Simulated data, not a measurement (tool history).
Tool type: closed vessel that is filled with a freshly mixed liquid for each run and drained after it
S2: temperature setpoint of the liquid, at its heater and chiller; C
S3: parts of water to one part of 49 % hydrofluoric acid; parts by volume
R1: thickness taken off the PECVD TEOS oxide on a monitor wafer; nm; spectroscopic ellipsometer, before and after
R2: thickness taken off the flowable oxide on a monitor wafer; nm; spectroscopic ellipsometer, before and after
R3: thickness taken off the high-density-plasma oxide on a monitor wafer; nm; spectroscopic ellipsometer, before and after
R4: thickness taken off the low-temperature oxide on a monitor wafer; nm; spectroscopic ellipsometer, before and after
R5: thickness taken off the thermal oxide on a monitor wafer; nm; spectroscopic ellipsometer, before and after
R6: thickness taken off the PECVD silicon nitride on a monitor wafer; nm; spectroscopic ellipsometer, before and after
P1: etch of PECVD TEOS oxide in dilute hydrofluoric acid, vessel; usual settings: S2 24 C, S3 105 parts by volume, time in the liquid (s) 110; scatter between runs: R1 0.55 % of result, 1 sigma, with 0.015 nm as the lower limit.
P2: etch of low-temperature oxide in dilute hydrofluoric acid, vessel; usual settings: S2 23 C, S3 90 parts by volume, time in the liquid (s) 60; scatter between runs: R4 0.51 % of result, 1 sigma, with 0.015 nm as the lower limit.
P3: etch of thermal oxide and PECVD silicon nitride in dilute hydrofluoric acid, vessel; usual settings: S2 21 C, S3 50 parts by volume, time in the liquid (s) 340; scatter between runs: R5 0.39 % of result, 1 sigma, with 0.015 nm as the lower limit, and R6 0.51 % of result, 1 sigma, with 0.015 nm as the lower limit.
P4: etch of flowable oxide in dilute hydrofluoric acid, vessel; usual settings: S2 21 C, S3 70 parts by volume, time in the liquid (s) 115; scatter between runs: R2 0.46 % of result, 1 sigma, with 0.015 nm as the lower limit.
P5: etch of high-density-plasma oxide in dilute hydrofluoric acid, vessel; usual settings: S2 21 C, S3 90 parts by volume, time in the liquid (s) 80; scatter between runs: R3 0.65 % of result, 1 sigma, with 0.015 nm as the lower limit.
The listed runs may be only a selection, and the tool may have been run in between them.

run 1 day=0.554 | process_that_ran=P1 S2=24 S3=105 time_in_the_liquid_(s)=110 | R1=30.213
run 2 day=0.921 | process_that_ran=P1 S2=24 S3=105 time_in_the_liquid_(s)=110 | R1=30.143
run 3 day=1.4 | process_that_ran=P4 S2=21 S3=70 time_in_the_liquid_(s)=60 | R2=30.408
run 4 day=2.025 | process_that_ran=P5 S2=21 S3=160 time_in_the_liquid_(s)=80 | R3=2.1497
run 5 day=2.508 | process_that_ran=P4 S2=21 S3=70 time_in_the_liquid_(s)=115 | R2=58.323
run 6 day=2.812 | process_that_ran=P1 S2=30.5 S3=65 time_in_the_liquid_(s)=110 | R1=66.054
run 7 day=3.242 | process_that_ran=P2 S2=23 S3=90 time_in_the_liquid_(s)=30 | R4=4.9008
run 8 day=3.892 | process_that_ran=P2 S2=23 S3=125 time_in_the_liquid_(s)=60 | R4=6.8085
run 9 day=4.338 | process_that_ran=P5 S2=21 S3=90 time_in_the_liquid_(s)=80 | R3=4.1177
run 10 day=4.983 | process_that_ran=P2 S2=23 S3=90 time_in_the_liquid_(s)=60 | R4=9.897
run 11 day=5.508 | process_that_ran=P3 S2=21 S3=20 time_in_the_liquid_(s)=340 | R5=83.019 R6=22.627
run 12 day=5.962 | process_that_ran=P2 S2=17 S3=90 time_in_the_liquid_(s)=60 | R4=7.6117
run 13 day=6.479 | process_that_ran=P1 S2=24 S3=185 time_in_the_liquid_(s)=110 | R1=15.709
run 14 day=6.846 | process_that_ran=P1 S2=20 S3=105 time_in_the_liquid_(s)=110 | R1=25.528
run 15 day=7.267 | process_that_ran=P1 S2=24 S3=60 time_in_the_liquid_(s)=110 | R1=55.62
run 16 day=7.829 | process_that_ran=P3 S2=17 S3=50 time_in_the_liquid_(s)=340 | R5=26.723 R6=7.1162
run 17 day=8.262 | process_that_ran=P1 S2=24 S3=105 time_in_the_liquid_(s)=110 | R1=30.493
run 18 day=8.921 | process_that_ran=P1 S2=32 S3=105 time_in_the_liquid_(s)=110 | R1=40.726
run 19 day=9.496 | process_that_ran=P4 S2=27 S3=70 time_in_the_liquid_(s)=115 | R2=74.333
run 20 day=10.046 | process_that_ran=P3 S2=21 S3=50 time_in_the_liquid_(s)=605 | R5=56.323 R6=16.673
run 21 day=10.621 | process_that_ran=P1 S2=24 S3=105 time_in_the_liquid_(s)=110 | R1=30.016

For run 22, what comes out?
run 22 day=10.962 | process_that_ran=P1 S2=24 S3=105 time_in_the_liquid_(s)=30 | R1=?

Run 22 came out at R1 8.2717 nm.
